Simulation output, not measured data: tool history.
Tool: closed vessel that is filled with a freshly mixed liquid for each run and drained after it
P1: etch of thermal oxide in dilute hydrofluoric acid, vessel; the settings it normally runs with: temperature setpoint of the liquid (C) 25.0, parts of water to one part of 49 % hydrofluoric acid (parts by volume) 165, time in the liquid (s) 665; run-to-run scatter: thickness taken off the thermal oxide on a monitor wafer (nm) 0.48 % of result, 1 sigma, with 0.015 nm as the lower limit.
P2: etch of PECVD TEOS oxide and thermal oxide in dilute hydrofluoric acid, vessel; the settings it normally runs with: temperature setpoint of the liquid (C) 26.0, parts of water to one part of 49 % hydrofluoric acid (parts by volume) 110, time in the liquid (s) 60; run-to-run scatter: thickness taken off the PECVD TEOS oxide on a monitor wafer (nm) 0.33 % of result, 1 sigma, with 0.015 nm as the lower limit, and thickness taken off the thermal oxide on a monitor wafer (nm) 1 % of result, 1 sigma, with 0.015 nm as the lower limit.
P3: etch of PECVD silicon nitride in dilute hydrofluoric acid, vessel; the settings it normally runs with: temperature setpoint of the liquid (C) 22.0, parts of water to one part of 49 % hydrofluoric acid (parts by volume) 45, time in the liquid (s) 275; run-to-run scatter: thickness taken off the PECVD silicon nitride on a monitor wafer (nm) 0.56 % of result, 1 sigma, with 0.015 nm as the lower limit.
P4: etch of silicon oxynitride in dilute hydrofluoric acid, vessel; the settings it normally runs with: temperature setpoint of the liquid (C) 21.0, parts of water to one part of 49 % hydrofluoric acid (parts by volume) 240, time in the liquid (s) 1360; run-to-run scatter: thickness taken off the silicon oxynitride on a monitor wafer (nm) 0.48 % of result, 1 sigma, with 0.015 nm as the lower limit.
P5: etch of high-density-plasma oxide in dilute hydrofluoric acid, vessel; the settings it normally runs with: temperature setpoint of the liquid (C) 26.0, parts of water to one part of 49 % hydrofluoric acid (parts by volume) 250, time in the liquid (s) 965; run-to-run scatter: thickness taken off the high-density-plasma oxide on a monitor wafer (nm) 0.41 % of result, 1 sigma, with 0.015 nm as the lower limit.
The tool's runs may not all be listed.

run	day	process that ran	temperature setpoint of the liquid (C)	parts of water to one part of 49 % hydrofluoric acid (parts by volume)	time in the liquid (s)	hours since the thermometer was replaced	hours since the hydrofluoric acid flow meter was replaced	thickness taken off the thermal oxide on a monitor wafer (nm)	thickness taken off the PECVD TEOS oxide on a monitor wafer (nm)	thickness taken off the silicon oxynitride on a monitor wafer (nm)	thickness taken off the PECVD silicon nitride on a monitor wafer (nm)	thickness taken off the high-density-plasma oxide on a monitor wafer (nm)
1	0.121	P1	25.0	165	665	797.2	310.4	17.6760				
2	0.254	P2	26.0	110	60	800.4	313.6	2.6969	8.7360			
3	0.417	P1	29.0	80	665	804.3	317.5	47.0580				
4	0.517	P4	21.0	240	1360	806.7	319.9			20.695		
5	0.621	P1	25.0	270	380	809.2	322.4	5.4933				
6	0.775	P1	25.0	165	665	812.9	326.1	17.6710				
7	0.933	P1	25.0	165	1090	816.7	329.9	28.9260				
# day 0.975: thermometer replaced
8	1.092	P3	22.0	25	275	2.8	333.7				28.390	
9	1.242	P4	21.0	240	2085	6.4	337.3			31.724		
10	1.342	P1	30.5	165	665	8.8	339.7	21.5040				
11	1.442	P5	26.0	250	30	11.2	342.1					0.64979
12	1.571	P1	25.0	295	665	14.3	345.2	8.6723				
13	1.650	P5	31.5	250	965	16.2	347.1					25.59200
14	1.742	P2	33.0	110	60	18.4	349.3	3.5513	11.2350			
15	1.896	P2	26.0	110	30	22.1	353.0	1.3436	4.3290			
16	2.058	P4	21.0	440	1360	26.0	356.9			10.062		
17	2.225	P1	25.0	165	665	30.0	360.9	17.6050				
18	2.375	P1	21.5	165	275	33.6	364.5	6.3776				
19	2.525	P4	21.0	240	1360	37.2	368.1			20.905		
20	2.617	P5	26.0	250	965	39.4	370.3					21.46200
21	2.704	P5	26.0	130	965	41.5	372.4					46.93000
22	2.788	P3	17.0	45	275	43.5	374.4				11.458	
23	2.938	P1	25.0	165	665	47.1	378.0	17.6340				
24	3.017	P3	22.0	45	410	49.0	379.9				24.343	
25	3.096	P4	17.0	240	1360	50.9	381.8			17.316		
26	3.221	P3	22.0	45	275	53.9	384.8				16.166	
27	3.362	P2	26.0	160	60	57.3	388.2	1.7925	5.6139			
28	3.454	P1	25.0	80	665	59.5	390.4	40.9050				
29	3.567	P1	25.0	165	665	62.2	393.1	17.6490				
30	3.683	P2	26.0	110	60	65.0	395.9	2.6904	8.7438			
31	3.846	P1	25.0	165	665	68.9	399.8	17.5830				
32	3.942	P1	25.0	165	180	71.2	402.1	4.7743				
33	4.042	P1	19.0	165	665	73.6	404.5	14.1340				
34	4.171	P1	25.0	165	665	76.7	407.6	17.5480				
35	4.283	P1	25.0	165	665	79.4	410.3	17.9260				
36	4.404	P1	25.0	165	665	82.3	413.2	17.9890				
37	4.500	P1	25.0	165	665	84.6	415.5	18.2840				
38	4.592	P1	25.0	165	665	86.8	417.7	18.3660				

What does the tool deliver on the next run?
39	4.729	P1	25.0	165	665	90.1	421.0	?				

Logged for run 39: thickness taken off the thermal oxide on a monitor wafer (nm) 18.5130.
